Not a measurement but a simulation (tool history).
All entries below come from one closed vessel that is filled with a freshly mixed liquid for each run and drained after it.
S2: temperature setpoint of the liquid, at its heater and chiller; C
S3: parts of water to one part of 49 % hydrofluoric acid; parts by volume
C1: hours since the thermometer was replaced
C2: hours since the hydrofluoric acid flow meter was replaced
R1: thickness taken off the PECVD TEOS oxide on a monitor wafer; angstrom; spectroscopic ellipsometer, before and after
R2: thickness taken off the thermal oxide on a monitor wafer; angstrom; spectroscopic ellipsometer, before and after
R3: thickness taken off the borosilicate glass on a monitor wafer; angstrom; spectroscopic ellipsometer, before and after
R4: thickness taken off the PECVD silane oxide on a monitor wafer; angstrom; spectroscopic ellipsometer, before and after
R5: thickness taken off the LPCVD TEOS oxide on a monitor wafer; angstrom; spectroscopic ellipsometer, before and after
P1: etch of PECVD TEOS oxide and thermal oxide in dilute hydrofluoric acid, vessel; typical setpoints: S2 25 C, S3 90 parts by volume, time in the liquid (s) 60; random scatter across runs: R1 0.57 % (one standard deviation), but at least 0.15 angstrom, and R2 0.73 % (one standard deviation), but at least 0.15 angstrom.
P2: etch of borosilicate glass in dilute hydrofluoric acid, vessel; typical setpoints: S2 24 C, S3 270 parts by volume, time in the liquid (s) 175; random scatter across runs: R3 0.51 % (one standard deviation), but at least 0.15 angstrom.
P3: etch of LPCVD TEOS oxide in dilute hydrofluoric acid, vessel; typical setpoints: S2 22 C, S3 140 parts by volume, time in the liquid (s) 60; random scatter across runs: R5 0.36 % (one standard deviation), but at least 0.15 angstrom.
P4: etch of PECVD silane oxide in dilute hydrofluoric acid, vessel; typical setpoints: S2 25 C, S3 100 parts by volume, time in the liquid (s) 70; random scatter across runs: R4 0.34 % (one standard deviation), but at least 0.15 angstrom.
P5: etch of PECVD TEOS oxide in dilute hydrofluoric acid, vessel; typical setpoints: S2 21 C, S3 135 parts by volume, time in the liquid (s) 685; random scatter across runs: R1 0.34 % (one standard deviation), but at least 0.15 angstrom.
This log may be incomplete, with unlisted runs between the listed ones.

{"run": 1, "hour": 6.5, "process that ran": "P1", "S2": 25, "S3": 90, "time in the liquid (s)": 60, "C1": 1571.4, "C2": 263.2, "R1": 77.678, "R2": 32.279}
{"run": 2, "hour": 11.0, "process that ran": "P1", "S2": 17, "S3": 90, "time in the liquid (s)": 60, "C1": 1575.9, "C2": 267.7, "R1": 56.714, "R2": 23.377}
{"run": 3, "hour": 19.0, "process that ran": "P5", "S2": 21, "S3": 135, "time in the liquid (s)": 685, "C1": 1583.9, "C2": 275.7, "R1": 547.2}
{"run": 4, "hour": 25.0, "process that ran": "P2", "S2": 24, "S3": 270, "time in the liquid (s)": 175, "C1": 1589.9, "C2": 281.7, "R3": 158.04}
{"run": 5, "hour": 34.0, "process that ran": "P5", "S2": 17, "S3": 135, "time in the liquid (s)": 685, "C1": 1598.9, "C2": 290.7, "R1": 461.81}
{"run": 6, "hour": 42.9, "process that ran": "P1", "S2": 25, "S3": 90, "time in the liquid (s)": 60, "C1": 1607.8, "C2": 299.6, "R1": 78.278, "R2": 32.097}
{"run": 7, "hour": 48.6, "process that ran": "P4", "S2": 20.5, "S3": 100, "time in the liquid (s)": 70, "C1": 1613.5, "C2": 305.3, "R4": 103.69}
{"run": 8, "hour": 56.0, "process that ran": "P1", "S2": 25, "S3": 45, "time in the liquid (s)": 30, "C1": 1620.9, "C2": 312.7, "R1": 82.742, "R2": 33.461}
{"run": 9, "hour": 65.1, "process that ran": "P2", "S2": 24, "S3": 270, "time in the liquid (s)": 175, "C1": 1630, "C2": 321.8, "R3": 158.85}
{"run": 10, "hour": 72.5, "process that ran": "P5", "S2": 21, "S3": 215, "time in the liquid (s)": 685, "C1": 1637.4, "C2": 329.2, "R1": 316.39}
{"run": 11, "hour": 80.8, "process that ran": "P1", "S2": 25, "S3": 90, "time in the liquid (s)": 60, "C1": 1645.7, "C2": 337.5, "R1": 78.898, "R2": 32.147}
{"run": 12, "hour": 86.4, "process that ran": "P1", "S2": 25, "S3": 90, "time in the liquid (s)": 60, "C1": 1651.3, "C2": 343.1, "R1": 78.405, "R2": 32.376}
{"run": 13, "hour": 91.8, "process that ran": "P5", "S2": 21, "S3": 135, "time in the liquid (s)": 1345, "C1": 1656.7, "C2": 348.5, "R1": 1071.4}
{"run": 14, "hour": 97.3, "process that ran": "P4", "S2": 25, "S3": 100, "time in the liquid (s)": 70, "C1": 1662.2, "C2": 354, "R4": 124.08}
{"run": 15, "hour": 101.5, "process that ran": "P1", "S2": 25, "S3": 40, "time in the liquid (s)": 60, "C1": 1666.4, "C2": 358.2, "R1": 186.32, "R2": 76.648}
{"run": 16, "hour": 108.9, "process that ran": "P2", "S2": 24, "S3": 270, "time in the liquid (s)": 310, "C1": 1673.8, "C2": 365.6, "R3": 281.87}
{"run": 17, "hour": 114.6, "process that ran": "P5", "S2": 21, "S3": 135, "time in the liquid (s)": 685, "C1": 1679.5, "C2": 371.3, "R1": 544.4}
{"hour": 117.6, "done": "thermometer replaced"}
{"run": 18, "hour": 120.7, "process that ran": "P3", "S2": 22, "S3": 210, "time in the liquid (s)": 60, "C1": 3.2, "C2": 377.4, "R5": 49.615}
{"run": 19, "hour": 129.3, "process that ran": "P3", "S2": 22, "S3": 140, "time in the liquid (s)": 60, "C1": 11.8, "C2": 386, "R5": 79.947}
{"run": 20, "hour": 136.9, "process that ran": "P3", "S2": 22, "S3": 140, "time in the liquid (s)": 110, "C1": 19.4, "C2": 393.6, "R5": 147.19}
{"run": 21, "hour": 143.7, "process that ran": "P1", "S2": 25, "S3": 90, "time in the liquid (s)": 60, "C1": 26.2, "C2": 400.4, "R1": 77.583, "R2": 32.427}
{"run": 22, "hour": 148.7, "process that ran": "P1", "S2": 25, "S3": 90, "time in the liquid (s)": 110, "C1": 31.2, "C2": 405.4, "R1": 143.62, "R2": 58.368}
{"run": 23, "hour": 156.2, "process that ran": "P2", "S2": 31.5, "S3": 270, "time in the liquid (s)": 175, "C1": 38.7, "C2": 412.9, "R3": 205.52}
{"run": 24, "hour": 162.7, "process that ran": "P4", "S2": 25, "S3": 100, "time in the liquid (s)": 30, "C1": 45.2, "C2": 419.4, "R4": 53.299}
{"run": 25, "hour": 167.2, "process that ran": "P3", "S2": 28.5, "S3": 140, "time in the liquid (s)": 60, "C1": 49.7, "C2": 423.9, "R5": 102}
{"run": 26, "hour": 171.3, "process that ran": "P1", "S2": 25, "S3": 90, "time in the liquid (s)": 60, "C1": 53.8, "C2": 428, "R1": 77.892, "R2": 32.103}
{"run": 27, "hour": 177.0, "process that ran": "P4", "S2": 25, "S3": 175, "time in the liquid (s)": 70, "C1": 59.5, "C2": 433.7, "R4": 65.138}
{"run": 28, "hour": 183.1, "process that ran": "P1", "S2": 25, "S3": 140, "time in the liquid (s)": 60, "C1": 65.6, "C2": 439.8, "R1": 46.864, "R2": 19.681}
{"run": 29, "hour": 188.5, "process that ran": "P1", "S2": 25, "S3": 90, "time in the liquid (s)": 30, "C1": 71, "C2": 445.2, "R1": 39.067, "R2": 15.657}
{"run": 30, "hour": 195.9, "process that ran": "P1", "S2": 25, "S3": 90, "time in the liquid (s)": 60, "C1": 78.4, "C2": 452.6, "R1": 78.084, "R2": 31.93}
{"run": 31, "hour": 203.2, "process that ran": "P2", "S2": 24, "S3": 480, "time in the liquid (s)": 175, "C1": 85.7, "C2": 459.9, "R3": 73.911}
{"run": 32, "hour": 208.7, "process that ran": "P3", "S2": 22, "S3": 140, "time in the liquid (s)": 60, "C1": 91.2, "C2": 465.4, "R5": 79.536}
{"run": 33, "hour": 214.7, "process that ran": "P1", "S2": 32.5, "S3": 90, "time in the liquid (s)": 60, "C1": 97.2, "C2": 471.4, "R1": 103.06, "R2": 42.52}
{"run": 34, "hour": 224.1, "process that ran": "P4", "S2": 25, "S3": 100, "time in the liquid (s)": 70, "C1": 106.6, "C2": 480.8, "R4": 124.74}
{"run": 35, "hour": 230.1, "process that ran": "P1", "S2": 25, "S3": 90, "time in the liquid (s)": 60, "C1": 112.6, "C2": 486.8, "R1": 78.373, "R2": 31.7}
{"run": 36, "hour": 239.3, "process that ran": "P1", "S2": 25, "S3": 90, "time in the liquid (s)": 60, "C1": 121.8, "C2": 496, "R1": 75.953, "R2": 30.87}
{"run": 37, "hour": 244.8, "process that ran": "P1", "S2": 25, "S3": 90, "time in the liquid (s)": 60, "C1": 127.3, "C2": 501.5, "R1": 75.269, "R2": 30.305}
{"run": 38, "hour": 253.6, "process that ran": "P1", "S2": 25, "S3": 90, "time in the liquid (s)": 60, "C1": 136.1, "C2": 510.3, "R1": 74.518, "R2": 30.502}
{"run": 39, "hour": 261.3, "process that ran": "P1", "S2": 25, "S3": 90, "time in the liquid (s)": 60, "C1": 143.8, "C2": 518, "R1": 73.63, "R2": 30.323}
{"run": 40, "hour": 269.8, "process that ran": "P1", "S2": 25, "S3": 90, "time in the liquid (s)": 60, "C1": 152.3, "C2": 526.5, "R1": 73.069, "R2": 30.526}
{"run": 41, "hour": 278.2, "process that ran": "P1", "S2": 25, "S3": 90, "time in the liquid (s)": 60, "C1": 160.7, "C2": 534.9, "R1": 73.518, "R2": 29.776}
{"run": 42, "hour": 283.9, "process that ran": "P1", "S2": 25, "S3": 90, "time in the liquid (s)": 60, "C1": 166.4, "C2": 540.6, "R1": 72.627, "R2": 29.895}
{"run": 43, "hour": 288.5, "process that ran": "P1", "S2": 25, "S3": 90, "time in the liquid (s)": 60, "C1": 171, "C2": 545.2, "R1": 72.496, "R2": 29.751}

Compared with where it was, what P1 gives has crept away. Each cause listed below fits the log as well as the rest, at the size given for it:
A: liquid colder than its thermometer reads (K) = 1.65
B: hydrofluoric acid flow below the setpoint (%) = 5.69
The creep began at about hour 230.1.

The 4 check runs listed below each average the results of 2 wafers, and their outcomes are marked with question marks. Under which run would the listed causes produce clearly different results?
{"run": "check 1", "hour": 293.1, "process that ran": "P5", "S2": 17, "S3": 185, "time in the liquid (s)": 685, "R1": "?"}
{"run": "check 2", "hour": 293.1, "process that ran": "P4", "S2": 25, "S3": 165, "time in the liquid (s)": 45, "R4": "?"}
{"run": "check 3", "hour": 293.1, "process that ran": "P3", "S2": 26.5, "S3": 140, "time in the liquid (s)": 60, "R5": "?"}
{"run": "check 4", "hour": 293.1, "process that ran": "P2", "S2": 28, "S3": 440, "time in the liquid (s)": 175, "R3": "?"}

Outcome of each check run for each possible cause:
check=check_1 result=R1 if_A=300.48 if_B=299.88
check=check_2 result=R4 if_A=42.094 if_B=41.776
check=check_3 result=R5 if_A=89.381 if_B=88.807
check=check_4 result=R3 if_A=89.757 if_B=86.899
Distance between the nearest two causes, measured in the result of the check that separates them most: check 1 0.2 %; check 2 0.76 %; check 3 0.65 %; check 4 3.24 %
Of the check runs offered, only check 4 discriminates between the causes; the rest would read about the same regardless of which cause applies.

After running check 4, the following was obtained: R3 90.035 angstrom. Which cause does this point to?

Of the candidate causes, it is A: liquid colder than its thermometer reads (K).

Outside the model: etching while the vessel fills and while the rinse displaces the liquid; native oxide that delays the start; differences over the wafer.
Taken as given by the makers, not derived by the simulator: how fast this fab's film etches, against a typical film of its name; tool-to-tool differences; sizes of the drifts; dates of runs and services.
